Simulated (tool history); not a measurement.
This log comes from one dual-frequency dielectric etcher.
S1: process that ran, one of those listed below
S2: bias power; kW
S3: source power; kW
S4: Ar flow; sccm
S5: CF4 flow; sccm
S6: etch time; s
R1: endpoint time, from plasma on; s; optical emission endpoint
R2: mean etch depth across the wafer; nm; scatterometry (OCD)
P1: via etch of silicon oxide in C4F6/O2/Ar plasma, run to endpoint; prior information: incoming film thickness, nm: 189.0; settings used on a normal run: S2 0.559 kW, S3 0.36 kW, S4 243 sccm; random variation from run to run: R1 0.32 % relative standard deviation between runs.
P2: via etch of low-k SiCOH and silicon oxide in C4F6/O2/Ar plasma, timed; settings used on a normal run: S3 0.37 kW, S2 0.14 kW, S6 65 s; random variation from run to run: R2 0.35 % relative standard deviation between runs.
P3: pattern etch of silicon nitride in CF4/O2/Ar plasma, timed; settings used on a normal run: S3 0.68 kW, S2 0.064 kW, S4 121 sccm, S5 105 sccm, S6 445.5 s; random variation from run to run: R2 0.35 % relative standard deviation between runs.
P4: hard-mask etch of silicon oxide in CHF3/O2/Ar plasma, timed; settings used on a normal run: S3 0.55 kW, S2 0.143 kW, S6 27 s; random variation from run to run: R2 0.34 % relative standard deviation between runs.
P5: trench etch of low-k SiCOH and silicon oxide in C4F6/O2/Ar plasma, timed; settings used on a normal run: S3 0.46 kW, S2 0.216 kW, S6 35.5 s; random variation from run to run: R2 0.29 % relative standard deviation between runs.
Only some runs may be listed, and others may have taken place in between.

{"run": 1, "hour": 7.1, "S1": "P1", "S2": 0.559, "S3": 0.36, "S4": 243, "R1": 40.547}
{"run": 2, "hour": 11.9, "S1": "P3", "S2": 0.064, "S3": 0.68, "S4": 121, "S5": 105, "S6": 319.5, "R2": 844.29}
{"run": 3, "hour": 19.1, "S1": "P4", "S2": 0.143, "S3": 0.55, "S6": 27, "R2": 48.11}
{"run": 4, "hour": 28.1, "S1": "P4", "S2": 0.143, "S3": 0.55, "S6": 27, "R2": 47.924}
{"run": 5, "hour": 34.3, "S1": "P4", "S2": 0.199, "S3": 0.55, "S6": 27, "R2": 53.865}
{"run": 6, "hour": 40.9, "S1": "P1", "S2": 0.742, "S3": 0.36, "S4": 298, "R1": 37.367}
{"run": 7, "hour": 45.3, "S1": "P2", "S2": 0.14, "S3": 0.37, "S6": 65, "R2": 164.2}
{"run": 8, "hour": 50.3, "S1": "P1", "S2": 0.559, "S3": 0.36, "S4": 243, "R1": 40.43}
{"run": 9, "hour": 59.2, "S1": "P3", "S2": 0.064, "S3": 0.96, "S4": 121, "S5": 105, "S6": 445.5, "R2": 1590.7}
{"run": 10, "hour": 67.6, "S1": "P3", "S2": 0.064, "S3": 0.68, "S4": 121, "S5": 105, "S6": 445.5, "R2": 1176.9}
{"run": 11, "hour": 73.4, "S1": "P1", "S2": 0.559, "S3": 0.47, "S4": 243, "R1": 37.084}
{"run": 12, "hour": 81.6, "S1": "P5", "S2": 0.216, "S3": 0.26, "S6": 35.5, "R2": 104.67}
{"run": 13, "hour": 88.9, "S1": "P5", "S2": 0.216, "S3": 0.46, "S6": 23, "R2": 84.278}
{"run": 14, "hour": 94.8, "S1": "P3", "S2": 0.064, "S3": 0.68, "S4": 121, "S5": 105, "S6": 445.5, "R2": 1186.6}
{"run": 15, "hour": 100.1, "S1": "P3", "S2": 0.064, "S3": 0.68, "S4": 121, "S5": 64, "S6": 445.5, "R2": 1113.1}
{"run": 16, "hour": 104.6, "S1": "P1", "S2": 0.559, "S3": 0.36, "S4": 243, "R1": 40.866}
{"run": 17, "hour": 110.6, "S1": "P4", "S2": 0.143, "S3": 0.55, "S6": 35.5, "R2": 63.184}
{"run": 18, "hour": 117.6, "S1": "P2", "S2": 0.184, "S3": 0.37, "S6": 65, "R2": 179.93}
{"run": 19, "hour": 126.2, "S1": "P3", "S2": 0.041, "S3": 0.68, "S4": 121, "S5": 105, "S6": 445.5, "R2": 998.73}
{"run": 20, "hour": 131.6, "S1": "P4", "S2": 0.143, "S3": 0.69, "S6": 27, "R2": 52.469}
{"run": 21, "hour": 136.6, "S1": "P2", "S2": 0.14, "S3": 0.24, "S6": 65, "R2": 138.58}
{"run": 22, "hour": 141.9, "S1": "P1", "S2": 0.559, "S3": 0.36, "S4": 243, "R1": 40.565}
{"run": 23, "hour": 151.0, "S1": "P3", "S2": 0.064, "S3": 0.68, "S4": 149, "S5": 105, "S6": 445.5, "R2": 1150.3}
{"run": 24, "hour": 159.0, "S1": "P1", "S2": 0.663, "S3": 0.36, "S4": 243, "R1": 38.161}
{"run": 25, "hour": 164.5, "S1": "P1", "S2": 0.559, "S3": 0.36, "S4": 340, "R1": 42.265}
{"run": 26, "hour": 171.2, "S1": "P2", "S2": 0.14, "S3": 0.37, "S6": 65, "R2": 164.02}
{"run": 27, "hour": 179.9, "S1": "P1", "S2": 0.436, "S3": 0.36, "S4": 243, "R1": 44.852}
{"hour": 182.2, "done": "wet clean of the chamber"}
{"run": 28, "hour": 185.0, "S1": "P1", "S2": 0.559, "S3": 0.23, "S4": 243, "R1": 48.091}
{"run": 29, "hour": 192.9, "S1": "P1", "S2": 0.559, "S3": 0.36, "S4": 143, "R1": 38.31}
{"run": 30, "hour": 197.7, "S1": "P2", "S2": 0.14, "S3": 0.37, "S6": 36, "R2": 91.397}
{"run": 31, "hour": 204.6, "S1": "P5", "S2": 0.216, "S3": 0.46, "S6": 35.5, "R2": 129.55}
{"run": 32, "hour": 212.0, "S1": "P1", "S2": 0.559, "S3": 0.36, "S4": 243, "R1": 40.596}
{"run": 33, "hour": 218.1, "S1": "P5", "S2": 0.292, "S3": 0.46, "S6": 35.5, "R2": 144.17}
{"run": 34, "hour": 222.2, "S1": "P1", "S2": 0.559, "S3": 0.36, "S4": 243, "R1": 40.527}
{"run": 35, "hour": 229.0, "S1": "P1", "S2": 0.559, "S3": 0.36, "S4": 243, "R1": 40.934}
{"run": 36, "hour": 234.2, "S1": "P1", "S2": 0.559, "S3": 0.36, "S4": 243, "R1": 41.07}
{"run": 37, "hour": 238.7, "S1": "P1", "S2": 0.559, "S3": 0.36, "S4": 243, "R1": 41.047}
{"run": 38, "hour": 245.1, "S1": "P1", "S2": 0.559, "S3": 0.36, "S4": 243, "R1": 41.059}
{"hour": 249.8, "done": "wet clean of the chamber"}
{"run": 39, "hour": 252.0, "S1": "P1", "S2": 0.559, "S3": 0.36, "S4": 243, "R1": 41.331}
{"run": 40, "hour": 260.4, "S1": "P1", "S2": 0.559, "S3": 0.36, "S4": 243, "R1": 41.44}
{"hour": 260.7, "done": "Ar flow controller replaced"}
{"run": 41, "hour": 264.7, "S1": "P1", "S2": 0.559, "S3": 0.36, "S4": 243, "R1": 41.234}
{"run": 42, "hour": 269.9, "S1": "P1", "S2": 0.559, "S3": 0.36, "S4": 243, "R1": 41.381}
{"run": 43, "hour": 276.6, "S1": "P1", "S2": 0.559, "S3": 0.36, "S4": 243, "R1": 41.261}
{"run": 44, "hour": 284.2, "S1": "P1", "S2": 0.559, "S3": 0.36, "S4": 243, "R1": 41.622}
{"run": 45, "hour": 292.0, "S1": "P1", "S2": 0.559, "S3": 0.36, "S4": 243, "R1": 41.369}

The log shows P1 creeping away from where it was. Any of the 2 causes listed here, at the size stated for it, fits the log just as well as the others:
A: source power that arrives under what is set, % = 4.41
B: bias power that arrives under what is set, % = 4.25
The gradual shift began around hour 222.2.
Each remaining cause and why it is not a fit:
chamber walls in a state that lowers the etch rate, %: serviced at hour 249.8, which brought nothing back
Ar flow that arrives over what is set, %: serviced at hour 260.7, which brought nothing back

The list below offers 4 check runs, each averaging the results of 2 wafers, and shows each result as a question mark. For which of them would the listed causes give clearly different results?
{"run": "check 1", "hour": 299.8, "S1": "P5", "S2": 0.251, "S3": 0.3, "S6": 35.5, "R2": "?"}
{"run": "check 2", "hour": 299.8, "S1": "P3", "S2": 0.064, "S3": 0.68, "S4": 121, "S5": 71, "S6": 445.5, "R2": "?"}
{"run": "check 3", "hour": 299.8, "S1": "P4", "S2": 0.17, "S3": 0.65, "S6": 27, "R2": "?"}
{"run": "check 4", "hour": 299.8, "S1": "P2", "S2": 0.14, "S3": 0.29, "S6": 44, "R2": "?"}

Expected result of each check under each candidate cause:
check=check_1 result=R2 if_A=113.98 if_B=114.23
check=check_2 result=R2 if_A=1083.2 if_B=1106.1
check=check_3 result=R2 if_A=53.441 if_B=53.604
check=check_4 result=R2 if_A=99.433 if_B=99.88
Per check, the gap between the least separated pair of causes, taken in the result that splits them most: check 1 0.22 %; check 2 2.09 %; check 3 0.3 %; check 4 0.45 %
Only check 2 tells the causes apart: in the others they would give nearly the same result.

After running check 2, the following was obtained: R2 1081 nm. Which cause does this point to?

The cause is A: source power that arrives under what is set, %.
